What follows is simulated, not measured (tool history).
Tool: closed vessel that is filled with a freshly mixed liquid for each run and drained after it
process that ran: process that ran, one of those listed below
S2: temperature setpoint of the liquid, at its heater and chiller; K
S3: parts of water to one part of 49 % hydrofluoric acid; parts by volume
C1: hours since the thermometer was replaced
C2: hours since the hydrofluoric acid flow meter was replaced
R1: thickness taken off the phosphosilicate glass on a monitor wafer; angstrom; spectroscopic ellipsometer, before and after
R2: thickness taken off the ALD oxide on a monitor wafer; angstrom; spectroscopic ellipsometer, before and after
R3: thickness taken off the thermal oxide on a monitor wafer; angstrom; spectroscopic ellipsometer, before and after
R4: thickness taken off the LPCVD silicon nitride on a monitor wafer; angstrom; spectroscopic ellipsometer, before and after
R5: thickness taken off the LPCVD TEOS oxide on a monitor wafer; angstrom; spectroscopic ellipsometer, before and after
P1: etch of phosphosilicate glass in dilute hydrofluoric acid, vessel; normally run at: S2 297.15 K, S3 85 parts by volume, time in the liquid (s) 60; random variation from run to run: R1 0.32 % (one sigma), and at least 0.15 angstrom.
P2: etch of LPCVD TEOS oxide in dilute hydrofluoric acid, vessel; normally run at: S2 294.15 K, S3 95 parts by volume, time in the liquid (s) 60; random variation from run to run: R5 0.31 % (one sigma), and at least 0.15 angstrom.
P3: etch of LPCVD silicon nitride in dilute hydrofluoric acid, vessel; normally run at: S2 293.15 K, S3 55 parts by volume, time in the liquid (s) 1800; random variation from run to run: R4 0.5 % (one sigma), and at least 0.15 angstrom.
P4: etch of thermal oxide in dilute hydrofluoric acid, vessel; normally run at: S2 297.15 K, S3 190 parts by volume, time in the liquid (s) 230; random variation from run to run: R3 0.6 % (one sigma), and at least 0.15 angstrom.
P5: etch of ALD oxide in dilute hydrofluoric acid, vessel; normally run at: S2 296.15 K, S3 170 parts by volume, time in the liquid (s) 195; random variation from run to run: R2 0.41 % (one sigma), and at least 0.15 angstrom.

Run 1, hour 7.4: process that ran P1, S2 297.15 K, S3 85 parts by volume, time in the liquid (s) 60; C1 948.6; C2 307.7. Result: R1 1473.90 angstrom.
Run 2, hour 15.1: process that ran P1, S2 302.65 K, S3 85 parts by volume, time in the liquid (s) 60; C1 956.3; C2 315.4. Result: R1 1821.20 angstrom.
Run 3, hour 23.7: process that ran P5, S2 296.15 K, S3 230 parts by volume, time in the liquid (s) 195; C1 964.9; C2 324.0. Result: R2 69.368 angstrom.
Run 4, hour 36.1: process that ran P1, S2 297.15 K, S3 85 parts by volume, time in the liquid (s) 60; C1 977.3; C2 336.4. Result: R1 1464.70 angstrom.
Run 5, hour 49.2: process that ran P5, S2 300.15 K, S3 170 parts by volume, time in the liquid (s) 195; C1 990.4; C2 349.5. Result: R2 115.090 angstrom.
Run 6, hour 60.6: process that ran P4, S2 297.15 K, S3 190 parts by volume, time in the liquid (s) 230; C1 1001.8; C2 360.9. Result: R3 51.712 angstrom.
Run 7, hour 70.6: process that ran P1, S2 297.15 K, S3 20 parts by volume, time in the liquid (s) 60; C1 1011.8; C2 370.9. Result: R1 6842.00 angstrom.
Run 8, hour 80.5: process that ran P3, S2 293.15 K, S3 55 parts by volume, time in the liquid (s) 1800; C1 1021.7; C2 380.8. Result: R4 154.36 angstrom.
Run 9, hour 92.2: process that ran P4, S2 303.15 K, S3 190 parts by volume, time in the liquid (s) 230; C1 1033.4; C2 392.5. Result: R3 64.707 angstrom.
Run 10, hour 103.6: process that ran P1, S2 297.15 K, S3 85 parts by volume, time in the liquid (s) 60; C1 1044.8; C2 403.9. Result: R1 1468.70 angstrom.
Run 11, hour 112.1: process that ran P2, S2 294.15 K, S3 155 parts by volume, time in the liquid (s) 60; C1 1053.3; C2 412.4. Result: R5 81.35 angstrom.
Run 12, hour 121.5: process that ran P1, S2 290.15 K, S3 85 parts by volume, time in the liquid (s) 60; C1 1062.7; C2 421.8. Result: R1 1104.50 angstrom.
Run 13, hour 135.0: process that ran P2, S2 294.15 K, S3 95 parts by volume, time in the liquid (s) 60; C1 1076.2; C2 435.3. Result: R5 141.71 angstrom.
Run 14, hour 146.3: process that ran P1, S2 297.15 K, S3 85 parts by volume, time in the liquid (s) 60; C1 1087.5; C2 446.6. Result: R1 1478.60 angstrom.
Run 15, hour 158.0: process that ran P3, S2 290.15 K, S3 55 parts by volume, time in the liquid (s) 1800; C1 1099.2; C2 458.3. Result: R4 124.48 angstrom.
Run 16, hour 167.5: process that ran P3, S2 293.15 K, S3 55 parts by volume, time in the liquid (s) 2805; C1 1108.7; C2 467.8. Result: R4 241.76 angstrom.
Run 17, hour 179.5: process that ran P3, S2 293.15 K, S3 55 parts by volume, time in the liquid (s) 1800; C1 1120.7; C2 479.8. Result: R4 154.63 angstrom.
Run 18, hour 190.0: process that ran P1, S2 297.15 K, S3 85 parts by volume, time in the liquid (s) 60; C1 1131.2; C2 490.3. Result: R1 1472.90 angstrom.
Run 19, hour 200.3: process that ran P2, S2 294.15 K, S3 95 parts by volume, time in the liquid (s) 60; C1 1141.5; C2 500.6. Result: R5 142.11 angstrom.
Run 20, hour 209.4: process that ran P4, S2 297.15 K, S3 50 parts by volume, time in the liquid (s) 230; C1 1150.6; C2 509.7. Result: R3 231.420 angstrom.
Run 21, hour 220.5: process that ran P1, S2 303.15 K, S3 85 parts by volume, time in the liquid (s) 30; C1 1161.7; C2 520.8. Result: R1 931.37 angstrom.
Run 22, hour 228.7: process that ran P1, S2 297.15 K, S3 120 parts by volume, time in the liquid (s) 30; C1 1169.9; C2 529.0. Result: R1 500.54 angstrom.

Forecast run 23:
Run 23, hour 236.7: process that ran P1, S2 297.15 K, S3 85 parts by volume, time in the liquid (s) 30; C1 1177.9; C2 537.0. Result: R1 ?.

R1: 737.05 angstrom
